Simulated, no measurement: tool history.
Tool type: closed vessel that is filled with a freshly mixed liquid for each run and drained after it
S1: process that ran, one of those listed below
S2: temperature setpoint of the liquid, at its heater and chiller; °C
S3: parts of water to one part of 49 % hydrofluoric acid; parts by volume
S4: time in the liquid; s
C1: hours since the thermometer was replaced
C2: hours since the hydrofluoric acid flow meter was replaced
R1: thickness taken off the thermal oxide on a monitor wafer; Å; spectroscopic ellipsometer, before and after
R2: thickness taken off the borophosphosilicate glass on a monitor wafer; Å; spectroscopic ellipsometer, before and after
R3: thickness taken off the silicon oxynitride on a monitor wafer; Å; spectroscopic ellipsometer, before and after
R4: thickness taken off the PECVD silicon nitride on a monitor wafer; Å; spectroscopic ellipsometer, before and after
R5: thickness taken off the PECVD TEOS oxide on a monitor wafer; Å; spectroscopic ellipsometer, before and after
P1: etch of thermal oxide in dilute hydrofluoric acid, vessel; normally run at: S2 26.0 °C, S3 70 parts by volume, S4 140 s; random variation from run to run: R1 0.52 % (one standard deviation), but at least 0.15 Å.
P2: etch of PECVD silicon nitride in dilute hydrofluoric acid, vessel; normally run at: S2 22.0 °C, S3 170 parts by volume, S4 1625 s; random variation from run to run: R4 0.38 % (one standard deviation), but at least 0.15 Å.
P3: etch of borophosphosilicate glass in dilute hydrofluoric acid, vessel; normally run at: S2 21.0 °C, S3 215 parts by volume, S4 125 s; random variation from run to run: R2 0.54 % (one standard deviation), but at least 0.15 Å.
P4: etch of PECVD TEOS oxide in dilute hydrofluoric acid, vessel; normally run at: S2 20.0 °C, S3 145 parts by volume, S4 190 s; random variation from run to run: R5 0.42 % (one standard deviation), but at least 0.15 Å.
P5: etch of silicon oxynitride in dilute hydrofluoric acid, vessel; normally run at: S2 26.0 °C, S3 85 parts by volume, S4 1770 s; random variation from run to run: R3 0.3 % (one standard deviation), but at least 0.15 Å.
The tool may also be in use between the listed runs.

Run 1, hour 7.8: S1 P1, S2 26.0 °C, S3 70 parts by volume, S4 140 s; C1 68.7; C2 424.8. Result: R1 101.370 Å.
Run 2, hour 16.5: S1 P3, S2 27.0 °C, S3 215 parts by volume, S4 125 s; C1 77.4; C2 433.5. Result: R2 410.49 Å.
Run 3, hour 28.9: S1 P1, S2 30.5 °C, S3 70 parts by volume, S4 210 s; C1 89.8; C2 445.9. Result: R1 181.680 Å.
Run 4, hour 44.6: S1 P5, S2 26.0 °C, S3 85 parts by volume, S4 1770 s; C1 105.5; C2 461.6. Result: R3 367.65 Å.
Run 5, hour 53.2: S1 P1, S2 26.0 °C, S3 70 parts by volume, S4 75 s; C1 114.1; C2 470.2. Result: R1 54.062 Å.
Run 6, hour 64.8: S1 P2, S2 22.0 °C, S3 170 parts by volume, S4 1625 s; C1 125.7; C2 481.8. Result: R4 160.610 Å.
Run 7, hour 75.0: S1 P5, S2 26.0 °C, S3 85 parts by volume, S4 1770 s; C1 135.9; C2 492.0. Result: R3 365.64 Å.
Run 8, hour 88.7: S1 P4, S2 20.0 °C, S3 145 parts by volume, S4 190 s; C1 149.6; C2 505.7. Result: R5 92.243 Å.
Run 9, hour 102.6: S1 P1, S2 26.0 °C, S3 70 parts by volume, S4 220 s; C1 163.5; C2 519.6. Result: R1 160.330 Å.
Run 10, hour 110.9: S1 P4, S2 17.0 °C, S3 145 parts by volume, S4 190 s; C1 171.8; C2 527.9. Result: R5 82.011 Å.
Run 11, hour 127.8: S1 P2, S2 22.0 °C, S3 170 parts by volume, S4 445 s; C1 188.7; C2 544.8. Result: R4 44.167 Å.
Run 12, hour 138.3: S1 P1, S2 20.0 °C, S3 105 parts by volume, S4 140 s; C1 199.2; C2 555.3. Result: R1 50.514 Å.
Run 13, hour 151.0: S1 P3, S2 21.0 °C, S3 85 parts by volume, S4 125 s; C1 211.9; C2 568.0. Result: R2 956.27 Å.
Run 14, hour 159.3: S1 P5, S2 26.0 °C, S3 85 parts by volume, S4 2670 s; C1 220.2; C2 576.3. Result: R3 554.85 Å.
Run 15, hour 175.6: S1 P2, S2 22.0 °C, S3 170 parts by volume, S4 1625 s; C1 236.5; C2 592.6. Result: R4 160.470 Å.
Run 16, hour 192.8: S1 P1, S2 26.0 °C, S3 70 parts by volume, S4 140 s; C1 253.7; C2 609.8. Result: R1 101.150 Å.
Run 17, hour 205.4: S1 P3, S2 21.0 °C, S3 215 parts by volume, S4 125 s; C1 266.3; C2 622.4. Result: R2 328.01 Å.
Run 18, hour 222.6: S1 P5, S2 34.0 °C, S3 85 parts by volume, S4 1770 s; C1 283.5; C2 639.6. Result: R3 527.05 Å.
Run 19, hour 235.4: S1 P2, S2 17.0 °C, S3 170 parts by volume, S4 1625 s; C1 296.3; C2 652.4. Result: R4 115.630 Å.
Run 20, hour 244.4: S1 P1, S2 26.0 °C, S3 70 parts by volume, S4 140 s; C1 305.3; C2 661.4. Result: R1 101.510 Å.
Run 21, hour 259.6: S1 P1, S2 30.5 °C, S3 35 parts by volume, S4 140 s; C1 320.5; C2 676.6. Result: R1 256.130 Å.
At hour 266.6: hydrofluoric acid flow meter replaced.
Run 22, hour 274.9: S1 P4, S2 20.0 °C, S3 145 parts by volume, S4 380 s; C1 335.8; C2 8.4. Result: R5 185.650 Å.
Run 23, hour 291.8: S1 P1, S2 26.0 °C, S3 130 parts by volume, S4 140 s; C1 352.7; C2 25.3. Result: R1 50.647 Å.
Run 24, hour 308.6: S1 P1, S2 26.0 °C, S3 70 parts by volume, S4 140 s; C1 369.5; C2 42.1. Result: R1 102.390 Å.
Run 25, hour 326.3: S1 P1, S2 26.0 °C, S3 30 parts by volume, S4 140 s; C1 387.2; C2 59.8. Result: R1 251.650 Å.
Run 26, hour 336.0: S1 P1, S2 32.5 °C, S3 70 parts by volume, S4 140 s; C1 396.9; C2 69.5. Result: R1 131.630 Å.
Run 27, hour 346.4: S1 P5, S2 26.0 °C, S3 145 parts by volume, S4 1770 s; C1 407.3; C2 79.9. Result: R3 202.88 Å.
Run 28, hour 359.1: S1 P2, S2 22.0 °C, S3 265 parts by volume, S4 1625 s; C1 420.0; C2 92.6. Result: R4 103.750 Å.
Run 29, hour 370.1: S1 P1, S2 21.0 °C, S3 70 parts by volume, S4 140 s; C1 431.0; C2 103.6. Result: R1 83.466 Å.
Run 30, hour 382.9: S1 P4, S2 20.0 °C, S3 250 parts by volume, S4 190 s; C1 443.8; C2 116.4. Result: R5 47.994 Å.
Run 31, hour 398.6: S1 P3, S2 21.0 °C, S3 215 parts by volume, S4 30 s; C1 459.5; C2 132.1. Result: R2 79.22 Å.
Run 32, hour 415.9: S1 P1, S2 26.0 °C, S3 70 parts by volume, S4 140 s; C1 476.8; C2 149.4. Result: R1 101.390 Å.
Run 33, hour 426.1: S1 P1, S2 26.0 °C, S3 70 parts by volume, S4 140 s; C1 487.0; C2 159.6. Result: R1 98.914 Å.
Run 34, hour 441.3: S1 P1, S2 26.0 °C, S3 70 parts by volume, S4 140 s; C1 502.2; C2 174.8. Result: R1 95.954 Å.
Run 35, hour 451.2: S1 P1, S2 26.0 °C, S3 70 parts by volume, S4 140 s; C1 512.1; C2 184.7. Result: R1 95.659 Å.
Run 36, hour 467.9: S1 P1, S2 26.0 °C, S3 70 parts by volume, S4 140 s; C1 528.8; C2 201.4. Result: R1 95.185 Å.
Run 37, hour 479.0: S1 P1, S2 26.0 °C, S3 70 parts by volume, S4 140 s; C1 539.9; C2 212.5. Result: R1 95.383 Å.
Run 38, hour 494.3: S1 P1, S2 26.0 °C, S3 70 parts by volume, S4 140 s; C1 555.2; C2 227.8. Result: R1 93.767 Å.
Run 39, hour 510.4: S1 P1, S2 26.0 °C, S3 70 parts by volume, S4 140 s; C1 571.3; C2 243.9. Result: R1 93.056 Å.

P1 has crept away from where it was. The log is fitted equally well by each of these 2 causes, at the sizes shown:
A: liquid colder than its thermometer reads (K) = 1.89
B: hydrofluoric acid flow below the setpoint (%) = 6.69
The gradual shift began around hour 415.9.

Of the 4 check runs listed below, each run on one wafer and each result written as a question mark, which would let you distinguish the listed causes because they would give clearly different results?
Run check 1, hour 526.5: S1 P2, S2 18.5 °C, S3 230 parts by volume, S4 1625 s. Result: R4 ?.
Run check 2, hour 526.5: S1 P3, S2 21.0 °C, S3 90 parts by volume, S4 125 s. Result: R2 ?.
Run check 3, hour 526.5: S1 P5, S2 33.5 °C, S3 85 parts by volume, S4 1770 s. Result: R3 ?.
Run check 4, hour 526.5: S1 P4, S2 17.0 °C, S3 145 parts by volume, S4 360 s. Result: R5 ?.

Predicted outcomes, by check and by cause:
  check  result     if A     if B
check 1      R4   83.895   88.998
check 2      R2   831.85   833.05
check 3      R3   473.17   476.78
check 4      R5  143.080  142.940
Per-check spread between the two closest causes, in the result where they differ most: check 1 5.9 %; check 2 0.14 %; check 3 0.76 %; check 4 0.09 %
Check 1 is the one run that separates the causes; every other check would come out nearly the same whichever cause is at work.

Check 1 was then run and gave: R4 84.341 Å. Which cause is it?

The correct cause is A, namely: liquid colder than its thermometer reads (K).

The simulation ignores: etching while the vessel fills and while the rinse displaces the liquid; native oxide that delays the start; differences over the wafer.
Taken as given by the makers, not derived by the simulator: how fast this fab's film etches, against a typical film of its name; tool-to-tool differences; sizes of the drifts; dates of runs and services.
